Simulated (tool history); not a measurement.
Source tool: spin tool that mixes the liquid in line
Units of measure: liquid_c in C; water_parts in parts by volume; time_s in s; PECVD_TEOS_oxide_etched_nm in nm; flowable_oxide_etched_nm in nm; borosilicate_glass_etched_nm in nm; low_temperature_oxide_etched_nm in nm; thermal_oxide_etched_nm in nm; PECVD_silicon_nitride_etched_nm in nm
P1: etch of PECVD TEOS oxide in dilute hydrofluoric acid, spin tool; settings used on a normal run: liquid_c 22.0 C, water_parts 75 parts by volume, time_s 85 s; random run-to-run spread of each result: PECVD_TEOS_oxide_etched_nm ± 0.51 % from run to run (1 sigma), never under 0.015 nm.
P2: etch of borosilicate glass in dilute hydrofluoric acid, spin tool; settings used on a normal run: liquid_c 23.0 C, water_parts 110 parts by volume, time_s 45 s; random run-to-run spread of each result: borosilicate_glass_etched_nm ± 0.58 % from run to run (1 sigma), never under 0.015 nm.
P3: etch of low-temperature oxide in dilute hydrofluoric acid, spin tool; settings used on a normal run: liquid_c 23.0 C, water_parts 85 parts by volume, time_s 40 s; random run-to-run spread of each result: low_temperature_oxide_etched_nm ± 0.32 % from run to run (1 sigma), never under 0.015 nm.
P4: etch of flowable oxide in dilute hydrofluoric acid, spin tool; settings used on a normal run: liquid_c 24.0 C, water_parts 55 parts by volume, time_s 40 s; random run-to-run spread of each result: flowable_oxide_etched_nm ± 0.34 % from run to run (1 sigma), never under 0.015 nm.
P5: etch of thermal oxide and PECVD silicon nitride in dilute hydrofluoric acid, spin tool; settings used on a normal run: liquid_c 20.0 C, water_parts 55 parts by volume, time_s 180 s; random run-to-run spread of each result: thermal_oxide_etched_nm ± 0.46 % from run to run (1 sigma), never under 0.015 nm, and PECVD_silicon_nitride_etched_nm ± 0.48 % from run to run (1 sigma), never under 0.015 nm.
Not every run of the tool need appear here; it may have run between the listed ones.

run,day,process,liquid_c,water_parts,time_s,hours since the thermometer was replaced,hours since the hydrofluoric acid flow meter was replaced,PECVD_TEOS_oxide_etched_nm,flowable_oxide_etched_nm,borosilicate_glass_etched_nm,low_temperature_oxide_etched_nm,thermal_oxide_etched_nm,PECVD_silicon_nitride_etched_nm
1,0.388,P1,22.0,75,85,329.9,1263.3,16.3450,,,,,
2,1.067,P1,22.0,75,85,346.2,1279.6,16.2040,,,,,
3,1.454,P4,24.0,55,40,355.5,1288.9,,40.348,,,,
4,2.179,P1,22.0,115,85,372.9,1306.3,10.1600,,,,,
5,2.575,P4,20.0,55,40,382.4,1315.8,,34.473,,,,
6,2.908,P2,30.5,110,45,390.4,1323.8,,,13.0820,,,
7,3.462,P1,17.0,105,85,403.7,1337.1,9.1967,,,,,
8,3.792,P3,23.0,85,40,411.6,1345.0,,,,8.9904,,
9,4.467,P1,22.0,75,15,427.8,1361.2,2.8737,,,,,
10,5.175,P1,18.5,75,85,444.8,1378.2,14.1010,,,,,
11,5.842,P2,23.0,65,45,460.8,1394.2,,,17.7450,,,
12,6.475,P1,22.0,75,135,476.0,1409.4,25.7560,,,,,
13,7.208,P4,24.0,30,40,493.6,1427.0,,76.998,,,,
14,7.904,P3,23.0,85,40,510.3,1443.7,,,,8.9358,,
15,8.554,P5,20.0,20,180,525.9,1459.3,,,,,39.4240,13.9440
16,9.012,P3,30.5,85,40,536.9,1470.3,,,,12.0780,,
17,9.408,P4,24.0,55,80,546.4,1479.8,,81.032,,,,
# day 9.942: hydrofluoric acid flow meter replaced
18,9.954,P1,22.0,75,85,559.5,0.3,16.2500,,,,,
19,10.317,P3,23.0,140,40,568.2,9.0,,,,5.1027,,
20,10.842,P1,22.0,40,85,580.8,21.6,32.1520,,,,,
21,11.192,P1,22.0,75,85,589.2,30.0,16.3740,,,,,
22,11.529,P1,22.0,75,85,597.3,38.1,16.3740,,,,,
23,12.179,P2,23.0,110,45,612.9,53.7,,,9.8026,,,
24,12.525,P5,20.0,55,180,621.2,62.0,,,,,13.7050,5.3113
25,12.979,P1,27.0,75,85,632.1,72.9,20.0620,,,,,
# day 13.000: thermometer replaced
26,13.417,P1,22.0,75,85,10.0,83.4,16.4630,,,,,
27,13.992,P5,26.0,55,180,23.8,97.2,,,,,17.4890,7.8260
28,14.683,P5,20.0,55,85,40.4,113.8,,,,,6.4457,2.5105
29,15.125,P3,23.0,85,75,51.0,124.4,,,,16.8130,,
30,15.662,P2,23.0,110,75,63.9,137.3,,,16.3080,,,
31,16.104,P1,22.0,75,85,74.5,147.9,16.3890,,,,,
32,16.621,P1,22.0,75,85,86.9,160.3,16.7350,,,,,
33,17.354,P1,22.0,75,85,104.5,177.9,17.1730,,,,,
34,17.817,P1,22.0,75,85,115.6,189.0,17.3440,,,,,
35,18.579,P1,22.0,75,85,133.9,207.3,17.4470,,,,,
36,18.946,P1,22.0,75,85,142.7,216.1,17.6170,,,,,
37,19.633,P1,22.0,75,85,159.2,232.6,17.6980,,,,,
38,20.262,P1,22.0,75,85,174.3,247.7,17.7740,,,,,
39,21.029,P1,22.0,75,85,192.7,266.1,17.9050,,,,,
40,21.600,P1,22.0,75,85,206.4,279.8,18.0610,,,,,
41,22.171,P1,22.0,75,85,220.1,293.5,17.7800,,,,,
42,22.783,P1,22.0,75,85,234.8,308.2,17.9250,,,,,

Compared with where it was, what P1 gives has crept away. Each cause listed below fits the log as well as the rest, at the size given for it:
A: hydrofluoric acid flow above the setpoint (%) = 8.59
B: liquid hotter than its thermometer reads (K) = 2.21
The onset of the drift is placed at about day 16.104.

Which of the 4 check runs listed below separates the causes, so that each cause would produce a clearly different result? Each run uses one wafer, and its results are marked with question marks.
check 1,23.396,P4,24.0,55,40,,,,?,,,,
check 2,23.396,P2,23.0,110,45,,,,,?,,,
check 3,23.396,P3,23.0,85,40,,,,,,?,,
check 4,23.396,P5,20.0,55,180,,,,,,,?,?

Predicted outcomes, by check and by cause:
check,result,if A,if B
check 1,flowable_oxide_etched_nm,44.296,44.369
check 2,borosilicate_glass_etched_nm,10.7710,10.7080
check 3,low_temperature_oxide_etched_nm,9.8183,9.7967
check 4,thermal_oxide_etched_nm,14.9440,15.0210
check 4,PECVD_silicon_nitride_etched_nm,5.7149,6.1402
How far apart the two closest causes lie, in the result that separates them most: check 1 0.16 %; check 2 0.59 %; check 3 0.22 %; check 4 7.18 %
The causes can be told apart only by check 4. The other checks would give nearly the same results under each of them.

With check 4 done, the readings were: thermal_oxide_etched_nm 14.8460 nm; PECVD_silicon_nitride_etched_nm 5.7087 nm. Identify which of the listed causes applies.

The correct cause is A, namely: hydrofluoric acid flow above the setpoint (%).
